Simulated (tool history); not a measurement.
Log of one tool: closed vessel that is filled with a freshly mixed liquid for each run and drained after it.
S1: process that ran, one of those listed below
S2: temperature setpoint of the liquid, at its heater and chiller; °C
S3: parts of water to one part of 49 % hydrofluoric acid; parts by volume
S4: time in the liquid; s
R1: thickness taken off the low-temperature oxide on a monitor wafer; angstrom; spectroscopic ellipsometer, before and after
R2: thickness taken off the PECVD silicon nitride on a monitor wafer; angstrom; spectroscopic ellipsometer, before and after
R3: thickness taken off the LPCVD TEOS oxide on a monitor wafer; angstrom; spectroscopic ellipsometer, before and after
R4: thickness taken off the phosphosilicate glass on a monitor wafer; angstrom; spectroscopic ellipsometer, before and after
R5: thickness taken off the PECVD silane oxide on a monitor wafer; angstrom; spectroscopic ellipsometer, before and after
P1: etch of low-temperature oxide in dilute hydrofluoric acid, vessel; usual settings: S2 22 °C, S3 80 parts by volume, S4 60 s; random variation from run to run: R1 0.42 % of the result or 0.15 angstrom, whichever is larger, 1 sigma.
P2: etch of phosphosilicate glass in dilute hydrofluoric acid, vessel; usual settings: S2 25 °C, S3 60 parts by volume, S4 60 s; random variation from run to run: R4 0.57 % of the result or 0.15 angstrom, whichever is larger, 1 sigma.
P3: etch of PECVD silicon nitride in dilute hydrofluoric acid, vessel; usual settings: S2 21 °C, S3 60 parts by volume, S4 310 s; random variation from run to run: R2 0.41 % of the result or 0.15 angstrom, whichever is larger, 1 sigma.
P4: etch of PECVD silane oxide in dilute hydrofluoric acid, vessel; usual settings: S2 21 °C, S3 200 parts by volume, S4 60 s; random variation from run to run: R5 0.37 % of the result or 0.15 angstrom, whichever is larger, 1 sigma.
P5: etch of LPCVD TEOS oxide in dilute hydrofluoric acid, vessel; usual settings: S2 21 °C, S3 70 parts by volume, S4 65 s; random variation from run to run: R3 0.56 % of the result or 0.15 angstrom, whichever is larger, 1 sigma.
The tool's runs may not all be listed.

run	hour	S1	S2	S3	S4	R1	R2	R3	R4	R5
1	17.2	P1	22	80	60	144.54				
2	33.5	P3	21	60	580		215.41			
3	44.5	P5	21	70	65			300.34		
4	60.3	P2	25	60	100				2018.6	
5	75.7	P1	22	80	60	145.67				
6	85.6	P1	22	80	60	144.72				
7	95.7	P1	27	80	60	177.8				
8	111.6	P1	17	145	60	60.32				
9	123.4	P1	22	120	110	169.33				
10	142.2	P5	21	70	30			136.5		
11	154.9	P4	21	200	60					116.37
12	165.9	P4	21	200	30					58.346
13	179.1	P2	25	95	60				716.34	
14	188.3	P3	17	60	310		87.709			
15	205.4	P1	22	80	60	144.68				
16	219.7	P3	21	60	310		115.52			
17	238	P5	21	70	65			301.69		
18	254.9	P2	21	60	60				1030.5	
19	263.8	P5	21	45	65			473.34		
20	274.3	P4	21	200	60					116.38
21	286.3	P4	17	200	60					99.406
# hour 298.4: hydrofluoric acid flow meter replaced
22	302.6	P1	22	80	30	72.194				
23	319.3	P1	22	80	110	263.15				
24	331.3	P1	17.5	80	60	120.21				
25	345.1	P1	22	130	60	84.661				
26	355.8	P1	22	40	60	305.21				
27	370.9	P3	21	20	310		334.83			
28	380.7	P5	29	70	65			409.23		
29	397.1	P4	21	290	60					73.663
30	412.2	P2	25	60	60				1195	
31	425.1	P1	22	80	60	145.68				
32	439.4	P1	22	80	60	141.39				
33	457.2	P1	22	80	60	137.35				
34	470.8	P1	22	80	60	137.97				
35	488.6	P1	22	80	60	135.68				
36	501.7	P1	22	80	60	137.27				

The next listed run, before its measurement:
37	514.4	P1	22	80	60	?				

Run 37 gave R1 136.23 angstrom.
